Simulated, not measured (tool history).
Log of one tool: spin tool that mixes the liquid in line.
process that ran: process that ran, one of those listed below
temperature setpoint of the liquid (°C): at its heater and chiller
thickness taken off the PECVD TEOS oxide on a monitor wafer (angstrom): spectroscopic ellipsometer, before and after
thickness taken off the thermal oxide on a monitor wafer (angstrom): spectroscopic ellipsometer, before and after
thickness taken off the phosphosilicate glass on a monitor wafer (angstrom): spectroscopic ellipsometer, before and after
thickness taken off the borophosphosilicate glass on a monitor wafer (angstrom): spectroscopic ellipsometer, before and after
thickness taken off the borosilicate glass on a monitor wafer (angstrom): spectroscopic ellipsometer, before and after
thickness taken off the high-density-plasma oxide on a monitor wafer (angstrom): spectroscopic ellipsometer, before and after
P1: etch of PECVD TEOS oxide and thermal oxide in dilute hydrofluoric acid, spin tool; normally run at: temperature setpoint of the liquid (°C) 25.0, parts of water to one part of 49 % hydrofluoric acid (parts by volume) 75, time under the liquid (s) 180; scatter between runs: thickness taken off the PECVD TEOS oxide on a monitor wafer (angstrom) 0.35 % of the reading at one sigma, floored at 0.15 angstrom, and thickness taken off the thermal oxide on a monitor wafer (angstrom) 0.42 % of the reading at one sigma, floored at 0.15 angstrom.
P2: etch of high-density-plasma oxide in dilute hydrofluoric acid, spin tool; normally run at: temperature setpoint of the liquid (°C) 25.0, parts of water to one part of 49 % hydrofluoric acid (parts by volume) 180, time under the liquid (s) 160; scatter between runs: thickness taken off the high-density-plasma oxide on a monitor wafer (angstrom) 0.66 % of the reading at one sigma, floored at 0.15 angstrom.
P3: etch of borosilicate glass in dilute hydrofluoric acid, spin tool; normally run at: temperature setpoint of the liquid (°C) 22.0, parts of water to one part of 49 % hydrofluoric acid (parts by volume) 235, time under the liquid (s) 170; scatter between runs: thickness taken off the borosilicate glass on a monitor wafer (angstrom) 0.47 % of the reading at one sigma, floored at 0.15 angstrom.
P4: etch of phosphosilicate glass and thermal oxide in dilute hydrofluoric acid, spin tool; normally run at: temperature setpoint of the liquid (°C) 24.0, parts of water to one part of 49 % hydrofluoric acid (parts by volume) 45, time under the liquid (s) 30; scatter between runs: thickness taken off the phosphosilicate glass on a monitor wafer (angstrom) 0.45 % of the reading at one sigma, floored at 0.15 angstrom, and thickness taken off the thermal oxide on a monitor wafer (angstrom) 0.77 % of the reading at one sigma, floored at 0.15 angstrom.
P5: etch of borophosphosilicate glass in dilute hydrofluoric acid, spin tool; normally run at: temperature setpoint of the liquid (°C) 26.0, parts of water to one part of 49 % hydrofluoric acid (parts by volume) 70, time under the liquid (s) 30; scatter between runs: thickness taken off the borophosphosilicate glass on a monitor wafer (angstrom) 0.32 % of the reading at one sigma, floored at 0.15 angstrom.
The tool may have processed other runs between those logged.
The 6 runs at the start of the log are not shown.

| run | hour | process that ran | temperature setpoint of the liquid (°C) | parts of water to one part of 49 % hydrofluoric acid (parts by volume) | time under the liquid (s) | thickness taken off the PECVD TEOS oxide on a monitor wafer (angstrom) | thickness taken off the thermal oxide on a monitor wafer (angstrom) | thickness taken off the phosphosilicate glass on a monitor wafer (angstrom) | thickness taken off the borophosphosilicate glass on a monitor wafer (angstrom) | thickness taken off the borosilicate glass on a monitor wafer (angstrom) | thickness taken off the high-density-plasma oxide on a monitor wafer (angstrom) |
|---|---|---|---|---|---|---|---|---|---|---|---|
| 7 | 60.6 | P1 | 25.0 | 75 | 305 | 584.040 | 207.890 |  |  |  |  |
| 8 | 72.6 | P1 | 25.0 | 75 | 180 | 345.540 | 122.680 |  |  |  |  |
| 9 | 81.4 | P1 | 25.0 | 20 | 180 | 1401.600 | 497.460 |  |  |  |  |
| 10 | 89.7 | P5 | 26.0 | 125 | 30 |  |  |  | 138.07 |  |  |
| 11 | 101.9 | P1 | 25.0 | 75 | 180 | 343.670 | 122.860 |  |  |  |  |
| 12 | 112.6 | P5 | 26.0 | 70 | 30 |  |  |  | 265.42 |  |  |
| 13 | 123.1 | P1 | 25.0 | 110 | 40 | 50.338 | 17.381 |  |  |  |  |
| 14 | 134.1 | P3 | 22.0 | 235 | 170 |  |  |  |  | 143.500 |  |
| 15 | 143.3 | P1 | 25.0 | 75 | 180 | 346.990 | 122.660 |  |  |  |  |
| 16 | 154.8 | P1 | 33.0 | 75 | 180 | 466.510 | 164.850 |  |  |  |  |
| 17 | 166.5 | P2 | 25.0 | 180 | 160 |  |  |  |  |  | 43.342 |
| 18 | 175.8 | P2 | 25.0 | 30 | 160 |  |  |  |  |  | 308.580 |
| 19 | 184.1 | P2 | 33.0 | 180 | 160 |  |  |  |  |  | 56.928 |
| 20 | 193.3 | P4 | 24.0 | 45 | 30 |  | 34.113 | 1463.0 |  |  |  |
| 21 | 205.2 | P3 | 22.0 | 235 | 315 |  |  |  |  | 266.550 |  |
| 22 | 216.7 | P3 | 22.0 | 425 | 170 |  |  |  |  | 67.014 |  |
| 23 | 222.2 | P1 | 19.5 | 75 | 55 | 84.796 | 29.306 |  |  |  |  |
| 24 | 234.0 | P3 | 17.0 | 235 | 170 |  |  |  |  | 119.320 |  |
| 25 | 242.5 | P4 | 18.0 | 45 | 30 |  | 26.681 | 1121.9 |  |  |  |
|  | 253.0 | hydrofluoric acid flow meter replaced |
| 26 | 254.6 | P5 | 18.0 | 70 | 30 |  |  |  | 189.83 |  |  |
| 27 | 263.3 | P1 | 25.0 | 75 | 180 | 345.400 | 122.080 |  |  |  |  |
| 28 | 270.1 | P3 | 22.0 | 235 | 170 |  |  |  |  | 145.290 |  |

Run 29 has not been measured yet. What should we expect?
| 29 | 281.7 | P1 | 25.0 | 105 | 95 | ? | ? |  |  |  |  |

Run 29 produced thickness taken off the PECVD TEOS oxide on a monitor wafer (angstrom) 125.870, thickness taken off the thermal oxide on a monitor wafer (angstrom) 44.563.
